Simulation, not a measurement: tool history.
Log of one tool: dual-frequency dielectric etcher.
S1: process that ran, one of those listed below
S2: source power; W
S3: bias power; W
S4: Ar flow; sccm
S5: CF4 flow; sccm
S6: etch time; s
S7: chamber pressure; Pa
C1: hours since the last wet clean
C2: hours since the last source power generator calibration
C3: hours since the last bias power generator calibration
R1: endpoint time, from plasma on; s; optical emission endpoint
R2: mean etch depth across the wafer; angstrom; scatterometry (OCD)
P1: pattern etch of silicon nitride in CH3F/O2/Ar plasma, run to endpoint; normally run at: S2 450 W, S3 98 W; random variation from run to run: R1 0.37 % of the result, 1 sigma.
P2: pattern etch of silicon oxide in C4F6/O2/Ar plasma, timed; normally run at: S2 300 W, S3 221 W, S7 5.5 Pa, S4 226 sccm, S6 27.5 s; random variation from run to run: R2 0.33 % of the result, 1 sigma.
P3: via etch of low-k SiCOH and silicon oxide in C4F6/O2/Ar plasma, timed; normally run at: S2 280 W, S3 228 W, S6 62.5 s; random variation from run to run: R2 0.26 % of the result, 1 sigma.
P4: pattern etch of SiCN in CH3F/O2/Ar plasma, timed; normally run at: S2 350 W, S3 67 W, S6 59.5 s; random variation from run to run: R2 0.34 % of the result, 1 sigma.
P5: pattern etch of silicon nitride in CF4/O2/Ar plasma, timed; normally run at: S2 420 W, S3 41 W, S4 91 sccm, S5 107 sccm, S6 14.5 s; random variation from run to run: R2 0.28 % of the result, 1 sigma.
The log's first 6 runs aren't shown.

run	day	S1	S2	S3	S4	S5	S6	S7	C1	C2	C3	R1	R2
7	3.033	P2	300	221	226		19	5.5	146.5	2365.3	2420.6		551.57
8	3.533	P4	490	67			59.5		158.5	2377.3	2432.6		236.51
9	4.004	P5	420	41	112	107	14.5		169.8	2388.6	2443.9		211.71
10	4.479	P1	540	98					181.2	2400	2455.3	56.569	
11	4.912	P2	370	221	226		27.5	5.5	191.6	2410.4	2465.7		867.53
12	5.333	P1	450	98					201.7	2420.5	2475.8	60.446	
13	5.746	P1	450	120					211.6	2430.4	2485.7	55.945	
14	6.158	P1	450	98					221.5	2440.3	2495.6	60.314	
15	6.496	P1	450	98					229.6	2448.4	2503.7	60.433	
16	7.083	P5	420	41	91	107	14.5		243.7	2462.5	2517.8		216.62
17	7.488	P1	450	98					253.4	2472.2	2527.5	60.163	
18	7.942	P2	300	221	316		27.5	5.5	264.3	2483.1	2538.4		767.54
19	8.371	P4	350	67			78		274.6	2493.4	2548.7		271.28
20	8.8	P5	550	41	91	107	14.5		284.9	2503.7	2559		274.37
21	9.375	P2	300	221	226		27.5	7.6	298.7	2517.5	2572.8		771.14
22	9.675	P5	420	41	91	107	11		305.9	2524.7	2580		164.5
23	10.088	P4	350	67			59.5		315.8	2534.6	2589.9		207.51
24	10.442	P2	300	289	226		27.5	5.5	324.3	2543.1	2598.4		877.9
25	10.754	P1	340	98					331.8	2550.6	2605.9	67.031	
26	11.308	P3	280	228			62.5		345.1	2563.9	2619.2		1481.3
27	11.888	P1	550	66					359	2577.8	2633.1	63.971	
28	12.217	P4	350	41			59.5		366.9	2585.7	2641		176.29

Forecast run 29:
29	12.646	P5	420	41	91	76	14.5		377.2	2596	2651.3		?

Run 29 gave R2 207.43 angstrom.
